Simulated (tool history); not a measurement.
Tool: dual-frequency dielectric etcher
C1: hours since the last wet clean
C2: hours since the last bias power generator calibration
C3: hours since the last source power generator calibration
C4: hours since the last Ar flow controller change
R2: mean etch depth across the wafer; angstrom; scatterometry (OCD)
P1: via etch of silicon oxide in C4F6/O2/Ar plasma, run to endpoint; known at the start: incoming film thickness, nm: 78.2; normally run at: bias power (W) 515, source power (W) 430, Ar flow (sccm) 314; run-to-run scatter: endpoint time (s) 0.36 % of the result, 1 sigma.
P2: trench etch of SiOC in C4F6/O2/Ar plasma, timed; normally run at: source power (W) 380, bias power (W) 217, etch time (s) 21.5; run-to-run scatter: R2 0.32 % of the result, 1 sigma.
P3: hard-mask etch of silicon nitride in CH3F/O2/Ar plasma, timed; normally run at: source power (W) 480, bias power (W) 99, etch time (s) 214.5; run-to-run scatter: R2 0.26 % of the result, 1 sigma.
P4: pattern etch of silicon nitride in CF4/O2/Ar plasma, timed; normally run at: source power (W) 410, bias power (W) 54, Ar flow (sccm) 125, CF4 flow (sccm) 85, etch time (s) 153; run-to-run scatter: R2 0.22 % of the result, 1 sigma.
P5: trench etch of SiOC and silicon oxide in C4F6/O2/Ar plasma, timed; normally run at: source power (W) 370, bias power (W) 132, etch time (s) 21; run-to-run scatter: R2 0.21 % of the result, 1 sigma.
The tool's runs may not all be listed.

run 1 day=0.433 | process_that_ran=P1 bias_power_(W)=515 source_power_(W)=430 Ar_flow_(sccm)=314 | C1=89.6 C2=564.3 C3=2690.7 C4=2987.9 | endpoint_time_(s)=16.685
run 2 day=0.871 | process_that_ran=P5 bias_power_(W)=132 source_power_(W)=370 etch_time_(s)=28 | C1=100.1 C2=574.8 C3=2701.2 C4=2998.4 | R2=490.75
run 3 day=1.171 | process_that_ran=P3 bias_power_(W)=72 source_power_(W)=480 etch_time_(s)=214.5 | C1=107.3 C2=582 C3=2708.4 C4=3005.6 | R2=1627.5
run 4 day=1.604 | process_that_ran=P5 bias_power_(W)=162 source_power_(W)=370 etch_time_(s)=21 | C1=117.7 C2=592.4 C3=2718.8 C4=3016 | R2=392.62
run 5 day=2.196 | process_that_ran=P4 bias_power_(W)=39 source_power_(W)=410 Ar_flow_(sccm)=125 etch_time_(s)=153 CF4_flow_(sccm)=85 | C1=131.9 C2=606.6 C3=2733 C4=3030.2 | R2=2035.6
-- day=2.517 wet clean of the chamber
run 6 day=2.821 | process_that_ran=P2 bias_power_(W)=217 source_power_(W)=380 etch_time_(s)=12 | C1=7.4 C2=621.6 C3=2748 C4=3045.2 | R2=272.8
run 7 day=3.138 | process_that_ran=P1 bias_power_(W)=515 source_power_(W)=570 Ar_flow_(sccm)=314 | C1=15 C2=629.2 C3=2755.6 C4=3052.8 | endpoint_time_(s)=15.08
run 8 day=3.508 | process_that_ran=P4 bias_power_(W)=54 source_power_(W)=530 Ar_flow_(sccm)=125 etch_time_(s)=153 CF4_flow_(sccm)=85 | C1=23.9 C2=638.1 C3=2764.5 C4=3061.7 | R2=2884.7
run 9 day=3.788 | process_that_ran=P2 bias_power_(W)=297 source_power_(W)=380 etch_time_(s)=21.5 | C1=30.6 C2=644.8 C3=2771.2 C4=3068.4 | R2=538.28
run 10 day=4.296 | process_that_ran=P1 bias_power_(W)=663 source_power_(W)=430 Ar_flow_(sccm)=314 | C1=42.8 C2=657 C3=2783.4 C4=3080.6 | endpoint_time_(s)=15.135
run 11 day=4.8 | process_that_ran=P1 bias_power_(W)=515 source_power_(W)=580 Ar_flow_(sccm)=223 | C1=54.9 C2=669.1 C3=2795.5 C4=3092.7 | endpoint_time_(s)=14.334
run 12 day=5.154 | process_that_ran=P1 bias_power_(W)=515 source_power_(W)=270 Ar_flow_(sccm)=314 | C1=63.4 C2=677.6 C3=2804 C4=3101.2 | endpoint_time_(s)=19.868
run 13 day=5.554 | process_that_ran=P1 bias_power_(W)=515 source_power_(W)=430 Ar_flow_(sccm)=218 | C1=73 C2=687.2 C3=2813.6 C4=3110.8 | endpoint_time_(s)=15.992
run 14 day=5.888 | process_that_ran=P2 bias_power_(W)=217 source_power_(W)=220 etch_time_(s)=21.5 | C1=81 C2=695.2 C3=2821.6 C4=3118.8 | R2=395.4
run 15 day=6.362 | process_that_ran=P3 bias_power_(W)=99 source_power_(W)=480 etch_time_(s)=214.5 | C1=92.4 C2=706.6 C3=2833 C4=3130.2 | R2=1829
run 16 day=6.725 | process_that_ran=P5 bias_power_(W)=132 source_power_(W)=370 etch_time_(s)=21 | C1=101.1 C2=715.3 C3=2841.7 C4=3138.9 | R2=368.55
run 17 day=7.167 | process_that_ran=P2 bias_power_(W)=217 source_power_(W)=380 etch_time_(s)=21.5 | C1=111.7 C2=725.9 C3=2852.3 C4=3149.5 | R2=487.87
run 18 day=7.546 | process_that_ran=P3 bias_power_(W)=99 source_power_(W)=480 etch_time_(s)=214.5 | C1=120.8 C2=735 C3=2861.4 C4=3158.6 | R2=1820.9
run 19 day=7.85 | process_that_ran=P1 bias_power_(W)=515 source_power_(W)=430 Ar_flow_(sccm)=314 | C1=128.1 C2=742.3 C3=2868.7 C4=3165.9 | endpoint_time_(s)=16.742
run 20 day=8.15 | process_that_ran=P3 bias_power_(W)=99 source_power_(W)=670 etch_time_(s)=214.5 | C1=135.3 C2=749.5 C3=2875.9 C4=3173.1 | R2=2063.1
run 21 day=8.783 | process_that_ran=P3 bias_power_(W)=99 source_power_(W)=480 etch_time_(s)=283 | C1=150.5 C2=764.7 C3=2891.1 C4=3188.3 | R2=2408.1
run 22 day=9.283 | process_that_ran=P4 bias_power_(W)=54 source_power_(W)=410 Ar_flow_(sccm)=125 etch_time_(s)=224 CF4_flow_(sccm)=85 | C1=162.5 C2=776.7 C3=2903.1 C4=3200.3 | R2=3368.3
run 23 day=9.733 | process_that_ran=P1 bias_power_(W)=515 source_power_(W)=430 Ar_flow_(sccm)=314 | C1=173.3 C2=787.5 C3=2913.9 C4=3211.1 | endpoint_time_(s)=16.712
run 24 day=10.342 | process_that_ran=P1 bias_power_(W)=515 source_power_(W)=430 Ar_flow_(sccm)=314 | C1=187.9 C2=802.1 C3=2928.5 C4=3225.7 | endpoint_time_(s)=16.685
run 25 day=10.708 | process_that_ran=P4 bias_power_(W)=54 source_power_(W)=410 Ar_flow_(sccm)=100 etch_time_(s)=153 CF4_flow_(sccm)=85 | C1=196.7 C2=810.9 C3=2937.3 C4=3234.5 | R2=2378.3
run 26 day=11.221 | process_that_ran=P5 bias_power_(W)=132 source_power_(W)=280 etch_time_(s)=21 | C1=209 C2=823.2 C3=2949.6 C4=3246.8 | R2=329.87
run 27 day=11.742 | process_that_ran=P1 bias_power_(W)=418 source_power_(W)=430 Ar_flow_(sccm)=314 | C1=221.5 C2=835.7 C3=2962.1 C4=3259.3 | endpoint_time_(s)=17.853
run 28 day=12.3 | process_that_ran=P1 bias_power_(W)=515 source_power_(W)=430 Ar_flow_(sccm)=425 | C1=234.9 C2=849.1 C3=2975.5 C4=3272.7 | endpoint_time_(s)=17.285
run 29 day=12.692 | process_that_ran=P4 bias_power_(W)=54 source_power_(W)=410 Ar_flow_(sccm)=125 etch_time_(s)=153 CF4_flow_(sccm)=53 | C1=244.3 C2=858.5 C3=2984.9 C4=3282.1 | R2=2150.8
run 30 day=13.021 | process_that_ran=P4 bias_power_(W)=54 source_power_(W)=410 Ar_flow_(sccm)=125 etch_time_(s)=153 CF4_flow_(sccm)=85 | C1=252.2 C2=866.4 C3=2992.8 C4=3290 | R2=2303.9
run 31 day=13.562 | process_that_ran=P2 bias_power_(W)=217 source_power_(W)=380 etch_time_(s)=21.5 | C1=265.2 C2=879.4 C3=3005.8 C4=3303 | R2=485.99
run 32 day=14.117 | process_that_ran=P1 bias_power_(W)=515 source_power_(W)=430 Ar_flow_(sccm)=314 | C1=278.5 C2=892.7 C3=3019.1 C4=3316.3 | endpoint_time_(s)=16.686
run 33 day=14.525 | process_that_ran=P1 bias_power_(W)=515 source_power_(W)=430 Ar_flow_(sccm)=314 | C1=288.3 C2=902.5 C3=3028.9 C4=3326.1 | endpoint_time_(s)=16.633
run 34 day=14.904 | process_that_ran=P1 bias_power_(W)=515 source_power_(W)=430 Ar_flow_(sccm)=314 | C1=297.4 C2=911.6 C3=3038 C4=3335.2 | endpoint_time_(s)=16.565
run 35 day=15.521 | process_that_ran=P1 bias_power_(W)=515 source_power_(W)=430 Ar_flow_(sccm)=314 | C1=312.2 C2=926.4 C3=3052.8 C4=3350 | endpoint_time_(s)=16.394
run 36 day=15.912 | process_that_ran=P1 bias_power_(W)=515 source_power_(W)=430 Ar_flow_(sccm)=314 | C1=321.6 C2=935.8 C3=3062.2 C4=3359.4 | endpoint_time_(s)=16.426
run 37 day=16.304 | process_that_ran=P1 bias_power_(W)=515 source_power_(W)=430 Ar_flow_(sccm)=314 | C1=331 C2=945.2 C3=3071.6 C4=3368.8 | endpoint_time_(s)=16.403
-- day=16.55 Ar flow controller replaced
run 38 day=16.654 | process_that_ran=P1 bias_power_(W)=515 source_power_(W)=430 Ar_flow_(sccm)=314 | C1=339.4 C2=953.6 C3=3080 C4=2.6 | endpoint_time_(s)=16.45
-- day=16.967 wet clean of the chamber
run 39 day=17.196 | process_that_ran=P1 bias_power_(W)=515 source_power_(W)=430 Ar_flow_(sccm)=314 | C1=5.6 C2=966.6 C3=3093 C4=15.6 | endpoint_time_(s)=16.372
run 40 day=17.604 | process_that_ran=P1 bias_power_(W)=515 source_power_(W)=430 Ar_flow_(sccm)=314 | C1=15.4 C2=976.4 C3=3102.8 C4=25.4 | endpoint_time_(s)=16.38
run 41 day=17.904 | process_that_ran=P1 bias_power_(W)=515 source_power_(W)=430 Ar_flow_(sccm)=314 | C1=22.6 C2=983.6 C3=3110 C4=32.6 | endpoint_time_(s)=16.344

What P1 gives has crept away from where it was. These 2 causes fit the log equally well, each at the size given:
A: bias power that arrives over what is set, % = 4.84
B: source power that arrives over what is set, % = 4.93
The creep began at about day 14.525.
Why every other cause is out:
chamber walls in a state that raises the etch rate, %: serviced at day 16.967, which brought nothing back
Ar flow that arrives under what is set, %: serviced at day 16.55, which brought nothing back

4 check runs are offered, one wafer each, their results left as question marks. Which one tells the causes apart?
run check 1 day=18.204 | process_that_ran=P4 bias_power_(W)=54 source_power_(W)=410 Ar_flow_(sccm)=125 etch_time_(s)=153 CF4_flow_(sccm)=85 | R2=?
run check 2 day=18.204 | process_that_ran=P3 bias_power_(W)=99 source_power_(W)=480 etch_time_(s)=214.5 | R2=?
run check 3 day=18.204 | process_that_ran=P2 bias_power_(W)=217 source_power_(W)=380 etch_time_(s)=21.5 | R2=?
run check 4 day=18.204 | process_that_ran=P5 bias_power_(W)=132 source_power_(W)=370 etch_time_(s)=21 | R2=?

What each check would give under each cause:
check=check_1 result=R2 if_A=2349.4 if_B=2402.4
check=check_2 result=R2 if_A=1853.1 if_B=1854.6
check=check_3 result=R2 if_A=494.89 if_B=496.29
check=check_4 result=R2 if_A=373.71 if_B=375.58
How far apart the two closest causes lie, in the result that separates them most: check 1 2.23 %; check 2 0.08 %; check 3 0.28 %; check 4 0.5 %
Check 1 tells the causes apart: in the others they would give nearly the same result.

Check 1 was then run and gave: R2 2408.9 angstrom. Which cause is it?

It is B: source power that arrives over what is set, %.
